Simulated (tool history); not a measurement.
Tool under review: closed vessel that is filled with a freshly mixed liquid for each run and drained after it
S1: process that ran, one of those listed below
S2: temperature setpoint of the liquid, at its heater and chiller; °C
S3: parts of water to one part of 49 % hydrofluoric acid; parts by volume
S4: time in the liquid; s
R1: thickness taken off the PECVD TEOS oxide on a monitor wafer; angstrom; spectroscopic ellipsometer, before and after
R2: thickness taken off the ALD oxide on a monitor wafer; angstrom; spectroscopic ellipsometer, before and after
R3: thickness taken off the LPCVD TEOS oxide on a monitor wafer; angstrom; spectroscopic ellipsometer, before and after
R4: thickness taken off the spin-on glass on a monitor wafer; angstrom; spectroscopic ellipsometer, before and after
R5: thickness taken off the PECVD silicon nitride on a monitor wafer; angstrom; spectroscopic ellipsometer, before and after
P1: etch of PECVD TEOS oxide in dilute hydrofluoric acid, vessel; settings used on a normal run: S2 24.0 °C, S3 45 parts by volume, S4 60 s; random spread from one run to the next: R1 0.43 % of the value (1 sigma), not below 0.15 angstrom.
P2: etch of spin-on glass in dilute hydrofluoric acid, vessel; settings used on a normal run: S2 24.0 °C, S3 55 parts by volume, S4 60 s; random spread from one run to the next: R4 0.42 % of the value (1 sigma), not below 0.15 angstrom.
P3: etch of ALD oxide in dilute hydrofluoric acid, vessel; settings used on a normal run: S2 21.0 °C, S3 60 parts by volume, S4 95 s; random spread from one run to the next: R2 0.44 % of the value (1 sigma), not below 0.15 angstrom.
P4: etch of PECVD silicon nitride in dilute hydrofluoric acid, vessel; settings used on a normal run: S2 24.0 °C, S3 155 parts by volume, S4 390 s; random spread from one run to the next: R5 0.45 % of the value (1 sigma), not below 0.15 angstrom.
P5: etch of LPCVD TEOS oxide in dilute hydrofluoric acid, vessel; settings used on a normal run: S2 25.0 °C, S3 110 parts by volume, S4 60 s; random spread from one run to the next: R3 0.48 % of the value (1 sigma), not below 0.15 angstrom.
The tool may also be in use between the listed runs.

{"run": 1, "hour": 5.1, "S1": "P1", "S2": 24.0, "S3": 45, "S4": 60, "R1": 407.3}
{"run": 2, "hour": 8.6, "S1": "P3", "S2": 21.0, "S3": 60, "S4": 40, "R2": 85.503}
{"run": 3, "hour": 14.1, "S1": "P5", "S2": 19.0, "S3": 110, "S4": 60, "R3": 187.74}
{"run": 4, "hour": 17.8, "S1": "P1", "S2": 24.0, "S3": 45, "S4": 30, "R1": 202.78}
{"hour": 18.6, "done": "hydrofluoric acid flow meter replaced"}
{"run": 5, "hour": 24.4, "S1": "P3", "S2": 21.0, "S3": 60, "S4": 95, "R2": 202.13}
{"run": 6, "hour": 27.5, "S1": "P5", "S2": 25.0, "S3": 45, "S4": 60, "R3": 633.24}
{"run": 7, "hour": 31.8, "S1": "P1", "S2": 24.0, "S3": 45, "S4": 60, "R1": 406.51}
{"run": 8, "hour": 35.9, "S1": "P2", "S2": 24.0, "S3": 80, "S4": 60, "R4": 328.32}
{"run": 9, "hour": 41.0, "S1": "P4", "S2": 24.0, "S3": 155, "S4": 30, "R5": 11.228}
{"run": 10, "hour": 45.7, "S1": "P1", "S2": 24.0, "S3": 45, "S4": 60, "R1": 409.21}
{"run": 11, "hour": 51.3, "S1": "P4", "S2": 24.0, "S3": 70, "S4": 390, "R5": 311.1}
{"run": 12, "hour": 54.9, "S1": "P1", "S2": 29.5, "S3": 45, "S4": 60, "R1": 511.48}
{"run": 13, "hour": 59.8, "S1": "P1", "S2": 18.5, "S3": 45, "S4": 60, "R1": 321.4}
{"run": 14, "hour": 65.3, "S1": "P1", "S2": 24.0, "S3": 45, "S4": 60, "R1": 407.15}
{"run": 15, "hour": 70.7, "S1": "P3", "S2": 25.0, "S3": 60, "S4": 95, "R2": 240.14}
{"run": 16, "hour": 75.1, "S1": "P2", "S2": 24.0, "S3": 55, "S4": 100, "R4": 823.31}
{"run": 17, "hour": 81.2, "S1": "P4", "S2": 18.0, "S3": 155, "S4": 390, "R5": 94.985}
{"run": 18, "hour": 86.1, "S1": "P5", "S2": 25.0, "S3": 110, "S4": 60, "R3": 236.25}
{"run": 19, "hour": 90.7, "S1": "P5", "S2": 25.0, "S3": 110, "S4": 60, "R3": 236.62}
{"run": 20, "hour": 93.8, "S1": "P1", "S2": 17.0, "S3": 45, "S4": 85, "R1": 430.69}
{"run": 21, "hour": 98.1, "S1": "P3", "S2": 21.0, "S3": 90, "S4": 95, "R2": 131.43}
{"run": 22, "hour": 101.3, "S1": "P2", "S2": 24.0, "S3": 55, "S4": 60, "R4": 494.87}
{"run": 23, "hour": 104.5, "S1": "P1", "S2": 24.0, "S3": 25, "S4": 60, "R1": 756.52}
{"run": 24, "hour": 108.1, "S1": "P5", "S2": 25.0, "S3": 110, "S4": 30, "R3": 118.19}
{"run": 25, "hour": 114.3, "S1": "P1", "S2": 24.0, "S3": 45, "S4": 60, "R1": 410.32}
{"run": 26, "hour": 120.3, "S1": "P1", "S2": 24.0, "S3": 45, "S4": 60, "R1": 409.57}
{"run": 27, "hour": 123.7, "S1": "P1", "S2": 24.0, "S3": 60, "S4": 60, "R1": 298.71}
{"run": 28, "hour": 127.9, "S1": "P2", "S2": 18.5, "S3": 55, "S4": 60, "R4": 393.37}
{"run": 29, "hour": 134.5, "S1": "P4", "S2": 24.0, "S3": 155, "S4": 390, "R5": 140.3}
{"run": 30, "hour": 139.8, "S1": "P1", "S2": 24.0, "S3": 45, "S4": 110, "R1": 744.9}
{"run": 31, "hour": 143.7, "S1": "P1", "S2": 24.0, "S3": 45, "S4": 60, "R1": 409.46}
{"run": 32, "hour": 150.6, "S1": "P1", "S2": 24.0, "S3": 45, "S4": 60, "R1": 417.14}
{"run": 33, "hour": 155.9, "S1": "P1", "S2": 24.0, "S3": 45, "S4": 60, "R1": 424.9}
{"run": 34, "hour": 161.9, "S1": "P1", "S2": 24.0, "S3": 45, "S4": 60, "R1": 429.81}
{"run": 35, "hour": 166.8, "S1": "P1", "S2": 24.0, "S3": 45, "S4": 60, "R1": 430.14}
{"run": 36, "hour": 172.1, "S1": "P1", "S2": 24.0, "S3": 45, "S4": 60, "R1": 431.84}
{"run": 37, "hour": 175.8, "S1": "P1", "S2": 24.0, "S3": 45, "S4": 60, "R1": 433.6}
{"run": 38, "hour": 180.5, "S1": "P1", "S2": 24.0, "S3": 45, "S4": 60, "R1": 431.56}
{"run": 39, "hour": 186.1, "S1": "P1", "S2": 24.0, "S3": 45, "S4": 60, "R1": 429.9}
{"run": 40, "hour": 189.6, "S1": "P1", "S2": 24.0, "S3": 45, "S4": 60, "R1": 436.79}
{"run": 41, "hour": 194.7, "S1": "P1", "S2": 24.0, "S3": 45, "S4": 60, "R1": 431.75}

P1 has crept away from where it was. The log is fitted equally well by each of these 2 causes, at the sizes shown:
A: liquid hotter than its thermometer reads (K) = 1.54
B: hydrofluoric acid flow above the setpoint (%) = 6.15
The gradual shift began around hour 143.7.

Consider the 4 single-wafer check runs listed below, results given as question marks: which one distinguishes between the causes by giving clearly different results for each?
{"run": "check 1", "hour": 199.8, "S1": "P2", "S2": 24.0, "S3": 55, "S4": 60, "R4": "?"}
{"run": "check 2", "hour": 199.8, "S1": "P5", "S2": 25.0, "S3": 110, "S4": 60, "R3": "?"}
{"run": "check 3", "hour": 199.8, "S1": "P4", "S2": 24.0, "S3": 155, "S4": 390, "R5": "?"}
{"run": "check 4", "hour": 199.8, "S1": "P3", "S2": 21.0, "S3": 60, "S4": 95, "R2": "?"}

Expected result of each check under each candidate cause:
check=check_1 result=R4 if_A=525.70 if_B=526.34
check=check_2 result=R3 if_A=251.96 if_B=253.98
check=check_3 result=R5 if_A=155.820 if_B=149.800
check=check_4 result=R2 if_A=217.010 if_B=217.000
Per check, the gap between the least separated pair of causes, taken in the result that splits them most: check 1 0.12 %; check 2 0.8 %; check 3 3.94 %; check 4 0 %
The causes can be told apart only by check 3. The other checks would give nearly the same results under each of them.

Check 3 was carried out, with these results: R5 155.190 angstrom. Which of the listed causes is responsible?

The correct cause is A, namely: liquid hotter than its thermometer reads (K).

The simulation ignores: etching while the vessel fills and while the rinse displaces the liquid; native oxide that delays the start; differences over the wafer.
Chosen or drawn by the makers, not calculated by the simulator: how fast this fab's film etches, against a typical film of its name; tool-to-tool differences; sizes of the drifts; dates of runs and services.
